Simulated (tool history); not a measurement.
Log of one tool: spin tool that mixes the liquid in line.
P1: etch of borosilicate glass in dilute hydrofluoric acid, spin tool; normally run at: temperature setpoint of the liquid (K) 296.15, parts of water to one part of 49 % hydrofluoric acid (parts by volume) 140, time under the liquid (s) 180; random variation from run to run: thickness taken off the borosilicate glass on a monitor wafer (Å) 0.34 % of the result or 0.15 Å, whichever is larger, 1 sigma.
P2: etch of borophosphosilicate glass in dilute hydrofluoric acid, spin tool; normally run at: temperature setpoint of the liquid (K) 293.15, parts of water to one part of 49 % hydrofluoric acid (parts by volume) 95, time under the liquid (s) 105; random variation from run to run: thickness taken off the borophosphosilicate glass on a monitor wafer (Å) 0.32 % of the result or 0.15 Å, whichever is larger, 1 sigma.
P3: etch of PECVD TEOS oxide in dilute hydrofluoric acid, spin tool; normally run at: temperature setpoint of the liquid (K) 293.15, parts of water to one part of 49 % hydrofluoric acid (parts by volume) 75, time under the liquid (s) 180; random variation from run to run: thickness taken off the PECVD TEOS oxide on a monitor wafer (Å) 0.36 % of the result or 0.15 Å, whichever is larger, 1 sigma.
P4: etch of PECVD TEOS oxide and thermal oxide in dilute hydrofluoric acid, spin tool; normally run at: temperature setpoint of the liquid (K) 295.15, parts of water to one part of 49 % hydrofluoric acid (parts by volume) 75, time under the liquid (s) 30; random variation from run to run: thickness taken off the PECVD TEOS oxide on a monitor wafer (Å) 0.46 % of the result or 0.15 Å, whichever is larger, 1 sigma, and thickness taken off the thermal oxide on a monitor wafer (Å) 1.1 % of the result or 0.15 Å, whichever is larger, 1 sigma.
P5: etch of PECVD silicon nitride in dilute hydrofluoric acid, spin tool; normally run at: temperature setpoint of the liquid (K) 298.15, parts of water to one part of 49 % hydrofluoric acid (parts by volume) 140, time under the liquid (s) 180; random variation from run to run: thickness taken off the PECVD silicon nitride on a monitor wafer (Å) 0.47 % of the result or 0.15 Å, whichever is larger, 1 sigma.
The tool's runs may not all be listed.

| run | hour | process that ran | temperature setpoint of the liquid (K) | parts of water to one part of 49 % hydrofluoric acid (parts by volume) | time under the liquid (s) | hours since the thermometer was replaced | hours since the hydrofluoric acid flow meter was replaced | thickness taken off the borosilicate glass on a monitor wafer (Å) | thickness taken off the PECVD TEOS oxide on a monitor wafer (Å) | thickness taken off the borophosphosilicate glass on a monitor wafer (Å) | thickness taken off the PECVD silicon nitride on a monitor wafer (Å) | thickness taken off the thermal oxide on a monitor wafer (Å) |
|---|---|---|---|---|---|---|---|---|---|---|---|---|
| 1 | 11.8 | P1 | 296.15 | 140 | 180 | 388.9 | 1127.4 | 250.390 |  |  |  |  |
| 2 | 25.8 | P3 | 293.15 | 75 | 180 | 402.9 | 1141.4 |  | 459.160 |  |  |  |
| 3 | 33.5 | P2 | 293.15 | 95 | 105 | 410.6 | 1149.1 |  |  | 546.85 |  |  |
| 4 | 46.6 | P2 | 293.15 | 95 | 105 | 423.7 | 1162.2 |  |  | 546.26 |  |  |
| 5 | 56.4 | P3 | 290.15 | 75 | 180 | 433.5 | 1172.0 |  | 404.610 |  |  |  |
| 6 | 67.0 | P2 | 290.15 | 95 | 105 | 444.1 | 1182.6 |  |  | 485.95 |  |  |
| 7 | 74.8 | P5 | 298.15 | 140 | 25 | 451.9 | 1190.4 |  |  |  | 7.1531 |  |
| 8 | 85.1 | P5 | 292.15 | 140 | 180 | 462.2 | 1200.7 |  |  |  | 35.3500 |  |
| 9 | 94.9 | P1 | 296.15 | 220 | 85 | 472.0 | 1210.5 | 68.041 |  |  |  |  |
| 10 | 109.1 | P4 | 295.15 | 75 | 30 | 486.2 | 1224.7 |  | 72.241 |  |  | 17.041 |
|  | 116.0 | thermometer replaced |
| 11 | 121.2 | P1 | 296.15 | 235 | 180 | 5.2 | 1236.8 | 133.990 |  |  |  |  |
| 12 | 129.9 | P1 | 290.15 | 140 | 180 | 13.9 | 1245.5 | 195.960 |  |  |  |  |
| 13 | 138.8 | P1 | 296.15 | 140 | 320 | 22.8 | 1254.4 | 442.140 |  |  |  |  |
| 14 | 149.9 | P4 | 295.15 | 35 | 30 | 33.9 | 1265.5 |  | 163.060 |  |  | 39.526 |
| 15 | 157.7 | P4 | 295.15 | 75 | 30 | 41.7 | 1273.3 |  | 72.004 |  |  | 17.241 |
| 16 | 171.3 | P1 | 296.15 | 40 | 100 | 55.3 | 1286.9 | 546.390 |  |  |  |  |
| 17 | 181.3 | P2 | 293.15 | 95 | 30 | 65.3 | 1296.9 |  |  | 155.99 |  |  |
| 18 | 193.8 | P1 | 296.15 | 140 | 180 | 77.8 | 1309.4 | 248.000 |  |  |  |  |
| 19 | 205.2 | P1 | 296.15 | 140 | 180 | 89.2 | 1320.8 | 248.360 |  |  |  |  |
| 20 | 211.6 | P5 | 298.15 | 35 | 180 | 95.6 | 1327.2 |  |  |  | 206.4500 |  |

Forecast run 21:
| 21 | 225.4 | P4 | 295.15 | 75 | 60 | 109.4 | 1341.0 |  | ? |  |  | ? |

thickness taken off the PECVD TEOS oxide on a monitor wafer (Å): 144.690
thickness taken off the thermal oxide on a monitor wafer (Å): 34.477
